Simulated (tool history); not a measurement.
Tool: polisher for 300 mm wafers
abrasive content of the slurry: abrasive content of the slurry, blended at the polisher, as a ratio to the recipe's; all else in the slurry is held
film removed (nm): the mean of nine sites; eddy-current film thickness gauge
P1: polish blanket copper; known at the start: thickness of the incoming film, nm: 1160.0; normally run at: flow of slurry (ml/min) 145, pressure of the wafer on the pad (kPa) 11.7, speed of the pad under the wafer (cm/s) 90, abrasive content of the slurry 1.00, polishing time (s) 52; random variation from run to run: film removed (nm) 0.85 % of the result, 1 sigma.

run   hour  flow of slurry (ml/min)  pressure of the wafer on the pad (kPa)  speed of the pad under the wafer (cm/s)  abrasive content of the slurry  polishing time (s)  wafers polished on this pad  hours since the slurry nozzle was cleaned  hours since the head pressure was calibrated  hours since the slurry blender was calibrated  film removed (nm)
  1    9.3                      145                                    11.7                                       90                            1.00                  52                          446                                      429.1                                         409.4                                          150.7             70.828
  2   15.5                      145                                    11.7                                      142                            1.00                  52                          520                                      435.3                                         415.6                                          156.9            111.100
  3   22.3                      145                                    11.7                                       90                            1.00                  52                          601                                      442.1                                         422.4                                          163.7             70.715
  4   28.5                      145                                    15.9                                       90                            1.00                  52                          675                                      448.3                                         428.6                                          169.9             95.841
  5   34.1                       85                                    11.7                                       90                            1.00                  52                          741                                      453.9                                         434.2                                          175.5             62.824
  6   42.5                      215                                    11.7                                       90                            1.00                  52                          842                                      462.3                                         442.6                                          183.9             74.971
  7   50.5                      145                                    11.7                                       40                            1.00                  52                          937                                      470.3                                         450.6                                          191.9             30.758
  8   54.8                      145                                    11.7                                       90                            1.00                  52                          988                                      474.6                                         454.9                                          196.2             71.114
  9   61.3                      145                                    11.7                                       90                            1.00                  52                         1066                                      481.1                                         461.4                                          202.7             71.193
 10   68.9                      145                                    11.7                                       90                            1.00                  74                         1156                                      488.7                                         469.0                                          210.3            102.280
 11   75.7                      145                                    11.7                                       90                            1.00                  52                         1237                                      495.5                                         475.8                                          217.1             70.500
 12   83.2                      145                                    11.7                                       90                            1.00                  26                         1327                                      503.0                                         483.3                                          224.6             35.299
 13   91.7                      145                                    11.7                                       90                            0.65                  52                         1428                                      511.5                                         491.8                                          233.1             64.512
 14   98.6                      145                                    11.7                                       58                            0.60                  52                         1510                                      518.4                                         498.7                                          240.0             40.903
 15  107.3                      145                                     8.3                                       90                            1.00                  52                         1614                                      527.1                                         507.4                                          248.7             50.381
 16  112.5                      145                                    11.7                                       90                            1.50                  52                         1676                                      532.3                                         512.6                                          253.9             78.596
 17  122.2                      145                                    11.7                                       90                            1.00                  52                         1791                                      542.0                                         522.3                                          263.6             70.704
 18  127.5                      145                                    11.7                                       90                            1.00                  52                         1855                                      547.3                                         527.6                                          268.9             67.697

The next listed run, before its measurement:
 19  133.4                      145                                    11.7                                       90                            1.00                  52                         1925                                      553.2                                         533.5                                          274.8                  ?

film removed (nm): 66.390

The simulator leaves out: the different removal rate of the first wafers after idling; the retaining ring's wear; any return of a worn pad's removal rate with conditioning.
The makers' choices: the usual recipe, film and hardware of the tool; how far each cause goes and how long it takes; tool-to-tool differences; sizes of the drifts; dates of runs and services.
